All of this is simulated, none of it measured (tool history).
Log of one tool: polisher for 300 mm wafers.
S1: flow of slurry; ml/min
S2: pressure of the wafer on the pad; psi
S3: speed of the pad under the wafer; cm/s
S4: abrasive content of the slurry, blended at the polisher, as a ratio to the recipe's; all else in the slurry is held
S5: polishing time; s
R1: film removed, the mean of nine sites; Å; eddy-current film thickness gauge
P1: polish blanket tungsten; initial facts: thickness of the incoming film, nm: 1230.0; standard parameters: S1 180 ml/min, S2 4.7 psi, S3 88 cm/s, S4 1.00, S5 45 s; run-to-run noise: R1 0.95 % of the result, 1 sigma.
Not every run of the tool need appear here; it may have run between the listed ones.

run   hour   S1   S2   S3    S4  S5      R1
  1    3.0  180  4.7   88  1.00  45  2638.0
  2    6.8  180  4.7   88  1.00  45  2611.1
  3   11.6  180  4.7   88  1.00  45  2648.7
  4   15.4  180  4.7   88  1.00  45  2694.4
  5   20.3  180  4.7   88  1.35  45  2815.3
  6   25.4  180  4.7   66  1.00  45  1971.9
  7   30.3  250  4.7   88  1.00  45  2733.8
  8   33.2  180  3.1   88  1.00  45  1729.7
  9   36.7  180  4.7   88  0.65  45  2403.4
 10   41.4  180  4.7   88  1.00  45  2632.9
      45.8  -- slurry blender recalibrated
 11   47.4  180  4.7   88  1.00  72  4205.2
 12   51.0  180  6.4   88  1.00  45  3562.2
 13   55.2  110  4.7   88  1.00  45  2391.7
 14   61.0  180  3.5   88  1.00  62  2704.3
 15   65.0  180  4.7  126  1.00  45  3772.8
 16   68.7  180  4.7   88  1.00  22  1297.2
 17   74.2  180  4.7   88  1.00  45  2638.3
 18   78.3  180  4.7   88  1.00  45  2557.4
 19   84.3  180  4.7   88  1.00  45  2470.1
 20   87.9  180  4.7   88  1.00  45  2471.6
      88.4  -- head pressure recalibrated
 21   93.4  180  4.7   88  1.00  45  2462.3
      95.1  -- worn pad replaced by a new one
      95.7  -- slurry blender recalibrated
 22   99.5  180  4.7   88  1.00  45  2352.5
 23  104.6  180  4.7   88  1.00  45  2364.6

P1 has crept away from where it was. The log is fitted equally well by each of these 2 causes, at the sizes shown:
A: slurry flow missing at the pad, % = 38.3
B: peroxide lost from the slurry, % = 20.4
Creep in the process output first set in at about hour 74.2.
Every other cause this tool's parts could produce, and why it does not fit the log:
removal rate lost through wear of the pad, %: serviced at hour 95.1, after the drift had started, without restoring the earlier output
head's pressure below its setpoint, %: serviced at hour 88.4, after the drift had started, without restoring the earlier output
abrasive missing from the slurry, %: serviced at hour 95.7, after the drift had started, without restoring the earlier output

Below are 4 check runs, each averaged over 2 wafers, with their results shown as question marks. Which of them would give clearly different results depending on which cause is behind the drift?
check 1  109.7  180  4.7  88  1.00  23   ?
check 2  109.7  180  5.9  88  1.30  45   ?
check 3  109.7  180  4.7  68  1.00  59   ?
check 4  109.7  110  4.7  88  1.00  28   ?

Outcome of each check run for each possible cause:
  check  result    if A    if B
check 1      R1  1233.9  1234.0
check 2      R1  3227.1  3227.3
check 3      R1  2445.9  2446.0
check 4      R1  1305.7  1371.3
Distance between the nearest two causes, measured in the result of the check that separates them most: check 1 0.01 %; check 2 0.01 %; check 3 0.01 %; check 4 4.9 %
Only in check 4 would the causes give clearly different results; in the remaining checks their results would be nearly the same.

Running check 4 produced the following: R1 1384.4 Å. Which one of the listed causes fits?

It was cause B: peroxide lost from the slurry, %.
